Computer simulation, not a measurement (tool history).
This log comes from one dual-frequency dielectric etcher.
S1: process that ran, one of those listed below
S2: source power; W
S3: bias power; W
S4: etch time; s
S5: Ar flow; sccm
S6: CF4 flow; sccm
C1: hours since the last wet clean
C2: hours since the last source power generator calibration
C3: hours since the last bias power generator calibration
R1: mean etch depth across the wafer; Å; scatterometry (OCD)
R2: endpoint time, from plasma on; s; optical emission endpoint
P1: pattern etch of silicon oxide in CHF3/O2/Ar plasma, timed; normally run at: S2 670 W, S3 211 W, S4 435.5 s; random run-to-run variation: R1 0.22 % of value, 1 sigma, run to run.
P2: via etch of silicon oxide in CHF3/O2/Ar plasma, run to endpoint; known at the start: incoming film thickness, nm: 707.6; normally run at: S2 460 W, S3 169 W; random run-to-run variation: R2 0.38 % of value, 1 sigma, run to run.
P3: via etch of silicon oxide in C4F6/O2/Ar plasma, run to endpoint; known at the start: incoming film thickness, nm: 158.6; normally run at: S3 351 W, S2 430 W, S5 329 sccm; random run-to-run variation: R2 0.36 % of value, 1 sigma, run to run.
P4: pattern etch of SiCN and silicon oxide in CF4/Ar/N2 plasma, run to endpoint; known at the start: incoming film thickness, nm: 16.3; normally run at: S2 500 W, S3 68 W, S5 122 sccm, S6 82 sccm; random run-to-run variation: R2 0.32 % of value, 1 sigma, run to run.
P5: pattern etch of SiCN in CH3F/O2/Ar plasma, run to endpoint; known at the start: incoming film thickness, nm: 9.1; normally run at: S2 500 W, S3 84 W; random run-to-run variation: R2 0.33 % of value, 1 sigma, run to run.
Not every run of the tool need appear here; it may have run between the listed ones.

run,hour,S1,S2,S3,S4,S5,S6,C1,C2,C3,R1,R2
1,2.4,P1,670,211,435.5,,,314.5,1580,1021.7,9362.6,
2,6.5,P1,670,211,435.5,,,318.6,1584.1,1025.8,9357,
3,9.7,P1,670,211,652,,,321.8,1587.3,1029,14056,
4,14,P1,920,160,435.5,,,326.1,1591.6,1033.3,9645.7,
5,18.4,P5,640,84,,,,330.5,1596,1037.7,,19.557
6,21.9,P3,430,351,,329,,334,1599.5,1041.2,,39.221
7,24.7,P4,500,68,,155,82,336.8,1602.3,1044,,18.915
8,28.1,P4,500,40,,122,82,340.2,1605.7,1047.4,,21.493
9,30.3,P1,670,157,435.5,,,342.4,1607.9,1049.6,8493.2,
10,32.3,P3,340,351,,329,,344.4,1609.9,1051.6,,42.694
11,35.4,P5,500,60,,,,347.5,1613,1054.7,,23.816
12,39.8,P1,430,211,435.5,,,351.9,1617.4,1059.1,7907.2,
13,42.4,P1,860,211,435.5,,,354.5,1620,1061.7,10297,
14,47,P4,500,68,,122,102,359.1,1624.6,1066.3,,17.601
15,50.3,P5,500,84,,,,362.4,1627.9,1069.6,,21.255
16,54.2,P2,460,111,,,,366.3,1631.8,1073.5,,464.96
17,56.7,P1,670,211,288.5,,,368.8,1634.3,1076,6212.9,
18,58.9,P3,430,351,,329,,371,1636.5,1078.2,,39.223
19,61.1,P3,430,351,,213,,373.2,1638.7,1080.4,,37.337
20,63.7,P1,670,211,435.5,,,375.8,1641.3,1083,9348.7,
21,66.4,P1,670,294,435.5,,,378.5,1644,1085.7,10536,
22,68.4,P1,670,251,239.5,,,380.5,1646,1087.7,5479.2,
23,71,P2,460,169,,,,383.1,1648.6,1090.3,,405.82
24,73.4,P5,500,84,,,,385.5,1651,1092.7,,21.154
25,76.7,P2,650,169,,,,388.8,1654.3,1096,,355.1
26,80.1,P4,650,68,,122,82,392.2,1657.7,1099.4,,14.427
27,83.3,P4,500,68,,122,82,395.4,1660.9,1102.6,,18.182
28,87.4,P4,500,68,,122,82,399.5,1665,1106.7,,18.194
29,92,P1,670,211,435.5,,,404.1,1669.6,1111.3,9352.7,

Run 30 has not been measured yet. What should we expect?
30,94.7,P2,460,169,,,,406.8,1672.3,1114,,?

Run 30 yielded R2 406.73 s.

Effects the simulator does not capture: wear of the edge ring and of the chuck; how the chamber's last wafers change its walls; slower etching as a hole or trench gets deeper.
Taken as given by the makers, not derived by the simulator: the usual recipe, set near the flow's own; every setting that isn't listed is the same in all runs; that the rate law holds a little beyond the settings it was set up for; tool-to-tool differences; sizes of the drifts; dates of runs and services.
